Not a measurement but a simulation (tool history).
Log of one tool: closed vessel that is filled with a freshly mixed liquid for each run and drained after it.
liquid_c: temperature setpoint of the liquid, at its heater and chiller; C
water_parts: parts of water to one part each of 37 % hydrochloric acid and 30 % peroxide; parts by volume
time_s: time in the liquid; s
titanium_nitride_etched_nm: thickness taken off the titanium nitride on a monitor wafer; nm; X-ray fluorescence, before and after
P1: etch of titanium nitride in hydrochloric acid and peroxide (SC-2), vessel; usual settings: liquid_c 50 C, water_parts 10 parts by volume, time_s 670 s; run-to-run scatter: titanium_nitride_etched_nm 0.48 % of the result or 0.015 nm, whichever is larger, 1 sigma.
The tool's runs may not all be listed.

run 1 hour=5.4 | liquid_c=50 water_parts=10 time_s=670 | titanium_nitride_etched_nm=17.52
run 2 hour=13.8 | liquid_c=50 water_parts=10 time_s=670 | titanium_nitride_etched_nm=17.478
run 3 hour=23.5 | liquid_c=50 water_parts=10 time_s=670 | titanium_nitride_etched_nm=17.649
run 4 hour=30.9 | liquid_c=65.5 water_parts=10 time_s=670 | titanium_nitride_etched_nm=47.135
run 5 hour=39.3 | liquid_c=41.5 water_parts=14.5 time_s=670 | titanium_nitride_etched_nm=7.0905
run 6 hour=49.8 | liquid_c=38.5 water_parts=10 time_s=170 | titanium_nitride_etched_nm=1.9924
run 7 hour=57.6 | liquid_c=50 water_parts=10 time_s=670 | titanium_nitride_etched_nm=17.499
run 8 hour=66.3 | liquid_c=50 water_parts=10 time_s=670 | titanium_nitride_etched_nm=17.516
run 9 hour=74.1 | liquid_c=50 water_parts=10 time_s=670 | titanium_nitride_etched_nm=17.666
run 10 hour=84.2 | liquid_c=50 water_parts=10 time_s=670 | titanium_nitride_etched_nm=17.555
run 11 hour=91.8 | liquid_c=37 water_parts=10 time_s=670 | titanium_nitride_etched_nm=7.1247
run 12 hour=101.3 | liquid_c=50 water_parts=10 time_s=965 | titanium_nitride_etched_nm=25.37
run 13 hour=109.4 | liquid_c=50 water_parts=16.5 time_s=670 | titanium_nitride_etched_nm=11.422
run 14 hour=115.6 | liquid_c=50 water_parts=4 time_s=670 | titanium_nitride_etched_nm=35.242
run 15 hour=126.7 | liquid_c=50 water_parts=10 time_s=30 | titanium_nitride_etched_nm=0.77607
run 16 hour=137.4 | liquid_c=50 water_parts=10 time_s=670 | titanium_nitride_etched_nm=17.555
run 17 hour=144.4 | liquid_c=50 water_parts=10 time_s=670 | titanium_nitride_etched_nm=17.008
run 18 hour=154.7 | liquid_c=50 water_parts=10 time_s=670 | titanium_nitride_etched_nm=16.498
run 19 hour=161.9 | liquid_c=50 water_parts=10 time_s=670 | titanium_nitride_etched_nm=16.28
run 20 hour=169.4 | liquid_c=50 water_parts=10 time_s=670 | titanium_nitride_etched_nm=16.141
run 21 hour=174.4 | liquid_c=50 water_parts=10 time_s=670 | titanium_nitride_etched_nm=16.207
-- hour=182.9 new drum of peroxide connected
run 22 hour=183.1 | liquid_c=50 water_parts=10 time_s=670 | titanium_nitride_etched_nm=16.018
run 23 hour=189.2 | liquid_c=50 water_parts=10 time_s=670 | titanium_nitride_etched_nm=15.905
run 24 hour=199.4 | liquid_c=50 water_parts=10 time_s=670 | titanium_nitride_etched_nm=15.938
run 25 hour=209.6 | liquid_c=50 water_parts=10 time_s=670 | titanium_nitride_etched_nm=15.812

What P1 gives has crept away from where it was. These 2 causes fit the log equally well, each at the size given:
A: liquid colder than its thermometer reads (K) = 1.52
B: chemicals flow below the setpoint (%) = 11.3
The creep began at about hour 137.4.
Why every other cause is out:
peroxide weaker than its label (%): serviced at hour 182.9, which brought nothing back

4 check runs are offered, each on 3 wafers whose results are averaged, their results left as question marks. Which one tells the causes apart?
run check 1 hour=219.8 | liquid_c=38.5 water_parts=15 time_s=670 | titanium_nitride_etched_nm=?
run check 2 hour=219.8 | liquid_c=50 water_parts=4 time_s=670 | titanium_nitride_etched_nm=?
run check 3 hour=219.8 | liquid_c=58.5 water_parts=6 time_s=670 | titanium_nitride_etched_nm=?
run check 4 hour=219.8 | liquid_c=43.5 water_parts=10 time_s=55 | titanium_nitride_etched_nm=?

What each check would give under each cause:
check=check_1 result=titanium_nitride_etched_nm if_A=5.019 if_B=5.0339
check=check_2 result=titanium_nitride_etched_nm if_A=31.735 if_B=32.384
check=check_3 result=titanium_nitride_etched_nm if_A=41.559 if_B=41.787
check=check_4 result=titanium_nitride_etched_nm if_A=0.83344 if_B=0.83775
How far apart the two closest causes lie, in the result that separates them most: check 1 0.3 %; check 2 2.02 %; check 3 0.55 %; check 4 0.52 %
Check 2 tells the causes apart: in the others they would give nearly the same result.

Check 2 was then run and gave: titanium_nitride_etched_nm 32.41 nm. Which cause is it?

It is B: chemicals flow below the setpoint (%).

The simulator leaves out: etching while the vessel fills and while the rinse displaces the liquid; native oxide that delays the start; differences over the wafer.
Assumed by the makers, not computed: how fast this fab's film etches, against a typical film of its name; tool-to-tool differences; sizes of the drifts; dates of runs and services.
